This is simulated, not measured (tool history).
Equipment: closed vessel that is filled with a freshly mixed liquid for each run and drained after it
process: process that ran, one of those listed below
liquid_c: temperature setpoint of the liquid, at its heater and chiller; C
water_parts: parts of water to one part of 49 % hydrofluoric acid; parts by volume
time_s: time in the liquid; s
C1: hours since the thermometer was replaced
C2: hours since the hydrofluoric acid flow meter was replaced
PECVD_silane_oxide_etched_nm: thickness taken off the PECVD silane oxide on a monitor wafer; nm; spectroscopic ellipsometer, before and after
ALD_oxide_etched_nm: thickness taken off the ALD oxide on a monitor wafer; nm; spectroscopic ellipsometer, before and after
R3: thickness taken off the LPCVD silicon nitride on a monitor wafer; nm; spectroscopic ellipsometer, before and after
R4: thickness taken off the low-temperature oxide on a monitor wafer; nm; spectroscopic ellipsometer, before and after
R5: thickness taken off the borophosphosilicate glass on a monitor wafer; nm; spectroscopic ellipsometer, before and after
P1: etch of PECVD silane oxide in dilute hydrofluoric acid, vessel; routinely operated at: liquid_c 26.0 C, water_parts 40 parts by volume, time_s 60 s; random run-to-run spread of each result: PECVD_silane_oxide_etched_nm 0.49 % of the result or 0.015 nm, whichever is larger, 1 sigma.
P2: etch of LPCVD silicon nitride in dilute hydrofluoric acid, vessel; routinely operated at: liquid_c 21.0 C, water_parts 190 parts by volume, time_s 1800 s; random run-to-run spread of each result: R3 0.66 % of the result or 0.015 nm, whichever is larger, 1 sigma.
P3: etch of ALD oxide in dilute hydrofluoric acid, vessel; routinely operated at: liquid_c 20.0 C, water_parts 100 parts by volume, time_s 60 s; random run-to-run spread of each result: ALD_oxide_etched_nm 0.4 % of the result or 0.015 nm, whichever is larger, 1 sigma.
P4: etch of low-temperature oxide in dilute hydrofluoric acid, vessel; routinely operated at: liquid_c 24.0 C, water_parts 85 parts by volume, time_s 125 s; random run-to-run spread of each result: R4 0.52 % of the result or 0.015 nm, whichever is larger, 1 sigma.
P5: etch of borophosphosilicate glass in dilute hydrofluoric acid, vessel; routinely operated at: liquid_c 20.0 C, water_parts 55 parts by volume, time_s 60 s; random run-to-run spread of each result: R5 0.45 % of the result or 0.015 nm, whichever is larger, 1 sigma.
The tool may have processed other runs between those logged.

{"run": 1, "day": 0.321, "process": "P1", "liquid_c": 26.0, "water_parts": 40, "time_s": 60, "C1": 522.3, "C2": 157.0, "PECVD_silane_oxide_etched_nm": 72.595}
{"run": 2, "day": 0.617, "process": "P1", "liquid_c": 26.0, "water_parts": 40, "time_s": 60, "C1": 529.4, "C2": 164.1, "PECVD_silane_oxide_etched_nm": 73.129}
{"run": 3, "day": 0.879, "process": "P1", "liquid_c": 34.0, "water_parts": 40, "time_s": 60, "C1": 535.7, "C2": 170.4, "PECVD_silane_oxide_etched_nm": 100.41}
{"run": 4, "day": 1.196, "process": "P3", "liquid_c": 20.0, "water_parts": 100, "time_s": 60, "C1": 543.3, "C2": 178.0, "ALD_oxide_etched_nm": 12.745}
{"run": 5, "day": 1.483, "process": "P2", "liquid_c": 29.0, "water_parts": 190, "time_s": 1800, "C1": 550.2, "C2": 184.9, "R3": 6.75}
{"run": 6, "day": 1.733, "process": "P4", "liquid_c": 24.0, "water_parts": 85, "time_s": 40, "C1": 556.2, "C2": 190.9, "R4": 6.697}
{"run": 7, "day": 1.921, "process": "P4", "liquid_c": 19.5, "water_parts": 85, "time_s": 125, "C1": 560.7, "C2": 195.4, "R4": 17.222}
{"run": 8, "day": 2.117, "process": "P5", "liquid_c": 20.0, "water_parts": 55, "time_s": 60, "C1": 565.4, "C2": 200.1, "R5": 79.808}
{"run": 9, "day": 2.438, "process": "P1", "liquid_c": 20.5, "water_parts": 40, "time_s": 30, "C1": 573.1, "C2": 207.8, "PECVD_silane_oxide_etched_nm": 28.703}
{"run": 10, "day": 2.704, "process": "P1", "liquid_c": 26.0, "water_parts": 25, "time_s": 60, "C1": 579.5, "C2": 214.2, "PECVD_silane_oxide_etched_nm": 118.15}
{"run": 11, "day": 2.967, "process": "P5", "liquid_c": 20.0, "water_parts": 95, "time_s": 60, "C1": 585.8, "C2": 220.5, "R5": 43.866}
{"run": 12, "day": 3.292, "process": "P1", "liquid_c": 21.0, "water_parts": 40, "time_s": 60, "C1": 593.6, "C2": 228.3, "PECVD_silane_oxide_etched_nm": 58.727}
{"run": 13, "day": 3.471, "process": "P5", "liquid_c": 20.0, "water_parts": 55, "time_s": 60, "C1": 597.9, "C2": 232.6, "R5": 79.216}
{"run": 14, "day": 3.817, "process": "P4", "liquid_c": 24.0, "water_parts": 85, "time_s": 125, "C1": 606.2, "C2": 240.9, "R4": 20.98}
{"run": 15, "day": 4.204, "process": "P1", "liquid_c": 26.0, "water_parts": 40, "time_s": 30, "C1": 615.5, "C2": 250.2, "PECVD_silane_oxide_etched_nm": 36.378}
{"run": 16, "day": 4.404, "process": "P1", "liquid_c": 26.0, "water_parts": 40, "time_s": 60, "C1": 620.3, "C2": 255.0, "PECVD_silane_oxide_etched_nm": 72.657}
{"run": 17, "day": 4.792, "process": "P5", "liquid_c": 20.0, "water_parts": 55, "time_s": 100, "C1": 629.6, "C2": 264.3, "R5": 132.04}
{"run": 18, "day": 5.154, "process": "P2", "liquid_c": 21.0, "water_parts": 190, "time_s": 1800, "C1": 638.3, "C2": 273.0, "R3": 4.0628}
{"run": 19, "day": 5.329, "process": "P1", "liquid_c": 26.0, "water_parts": 40, "time_s": 60, "C1": 642.5, "C2": 277.2, "PECVD_silane_oxide_etched_nm": 72.832}
{"run": 20, "day": 5.533, "process": "P1", "liquid_c": 26.0, "water_parts": 40, "time_s": 115, "C1": 647.4, "C2": 282.1, "PECVD_silane_oxide_etched_nm": 140.74}
{"run": 21, "day": 5.854, "process": "P1", "liquid_c": 26.0, "water_parts": 40, "time_s": 60, "C1": 655.1, "C2": 289.8, "PECVD_silane_oxide_etched_nm": 72.494}
{"run": 22, "day": 6.1, "process": "P5", "liquid_c": 28.5, "water_parts": 55, "time_s": 60, "C1": 661.0, "C2": 295.7, "R5": 111.68}
{"run": 23, "day": 6.362, "process": "P3", "liquid_c": 20.0, "water_parts": 100, "time_s": 105, "C1": 667.3, "C2": 302.0, "ALD_oxide_etched_nm": 22.467}
{"run": 24, "day": 6.758, "process": "P1", "liquid_c": 26.0, "water_parts": 40, "time_s": 60, "C1": 676.8, "C2": 311.5, "PECVD_silane_oxide_etched_nm": 72.799}
{"run": 25, "day": 7.075, "process": "P3", "liquid_c": 20.0, "water_parts": 140, "time_s": 60, "C1": 684.4, "C2": 319.1, "ALD_oxide_etched_nm": 8.6933}
{"run": 26, "day": 7.388, "process": "P1", "liquid_c": 26.0, "water_parts": 70, "time_s": 60, "C1": 691.9, "C2": 326.6, "PECVD_silane_oxide_etched_nm": 40.019}
{"run": 27, "day": 7.788, "process": "P3", "liquid_c": 17.0, "water_parts": 100, "time_s": 60, "C1": 701.5, "C2": 336.2, "ALD_oxide_etched_nm": 11.262}
{"run": 28, "day": 8.075, "process": "P2", "liquid_c": 21.0, "water_parts": 265, "time_s": 1800, "C1": 708.4, "C2": 343.1, "R3": 2.9333}
{"run": 29, "day": 8.254, "process": "P4", "liquid_c": 24.0, "water_parts": 125, "time_s": 125, "C1": 712.7, "C2": 347.4, "R4": 13.599}
{"run": 30, "day": 8.575, "process": "P2", "liquid_c": 21.0, "water_parts": 190, "time_s": 970, "C1": 720.4, "C2": 355.1, "R3": 2.2415}
{"run": 31, "day": 8.875, "process": "P1", "liquid_c": 26.0, "water_parts": 40, "time_s": 60, "C1": 727.6, "C2": 362.3, "PECVD_silane_oxide_etched_nm": 73.035}
{"run": 32, "day": 9.154, "process": "P1", "liquid_c": 26.0, "water_parts": 40, "time_s": 60, "C1": 734.3, "C2": 369.0, "PECVD_silane_oxide_etched_nm": 70.698}
{"run": 33, "day": 9.504, "process": "P1", "liquid_c": 26.0, "water_parts": 40, "time_s": 60, "C1": 742.7, "C2": 377.4, "PECVD_silane_oxide_etched_nm": 69.942}
{"run": 34, "day": 9.833, "process": "P1", "liquid_c": 26.0, "water_parts": 40, "time_s": 60, "C1": 750.6, "C2": 385.3, "PECVD_silane_oxide_etched_nm": 69.094}
{"run": 35, "day": 10.221, "process": "P1", "liquid_c": 26.0, "water_parts": 40, "time_s": 60, "C1": 759.9, "C2": 394.6, "PECVD_silane_oxide_etched_nm": 69.088}
{"run": 36, "day": 10.475, "process": "P1", "liquid_c": 26.0, "water_parts": 40, "time_s": 60, "C1": 766.0, "C2": 400.7, "PECVD_silane_oxide_etched_nm": 68.552}
{"run": 37, "day": 10.775, "process": "P1", "liquid_c": 26.0, "water_parts": 40, "time_s": 60, "C1": 773.2, "C2": 407.9, "PECVD_silane_oxide_etched_nm": 68.121}
{"run": 38, "day": 10.979, "process": "P1", "liquid_c": 26.0, "water_parts": 40, "time_s": 60, "C1": 778.1, "C2": 412.8, "PECVD_silane_oxide_etched_nm": 68.872}

The log shows P1 creeping away from where it was. Any of the 2 causes listed here, at the size stated for it, fits the log just as well as the others:
A: liquid colder than its thermometer reads (K) = 1.42
B: hydrofluoric acid flow below the setpoint (%) = 5.34
The onset of the drift is placed at about day 8.875.

The 4 check runs listed below each average the results of 2 wafers, and their outcomes are marked with question marks. Under which run would the listed causes produce clearly different results?
{"run": "check 1", "day": 11.183, "process": "P4", "liquid_c": 24.0, "water_parts": 85, "time_s": 125, "R4": "?"}
{"run": "check 2", "day": 11.183, "process": "P3", "liquid_c": 20.0, "water_parts": 100, "time_s": 60, "ALD_oxide_etched_nm": "?"}
{"run": "check 3", "day": 11.183, "process": "P5", "liquid_c": 20.0, "water_parts": 55, "time_s": 60, "R5": "?"}
{"run": "check 4", "day": 11.183, "process": "P2", "liquid_c": 21.0, "water_parts": 190, "time_s": 1800, "R3": "?"}

How each check would come out, cause by cause:
check=check_1 result=R4 if_A=19.651 if_B=19.578
check=check_2 result=ALD_oxide_etched_nm if_A=12.0350 if_B=12.0060
check=check_3 result=R5 if_A=74.417 if_B=74.560
check=check_4 result=R3 if_A=3.7242 if_B=3.8750
Gap, in per cent, between the two causes that each check separates least, read from the result that separates them most: check 1 0.37 %; check 2 0.24 %; check 3 0.19 %; check 4 3.97 %
Only in check 4 would the causes give clearly different results; in the remaining checks their results would be nearly the same.

The results of check 4 are: R3 3.6842 nm. Based on these, which of the listed causes is it?

Of the candidate causes, it is A: liquid colder than its thermometer reads (K).

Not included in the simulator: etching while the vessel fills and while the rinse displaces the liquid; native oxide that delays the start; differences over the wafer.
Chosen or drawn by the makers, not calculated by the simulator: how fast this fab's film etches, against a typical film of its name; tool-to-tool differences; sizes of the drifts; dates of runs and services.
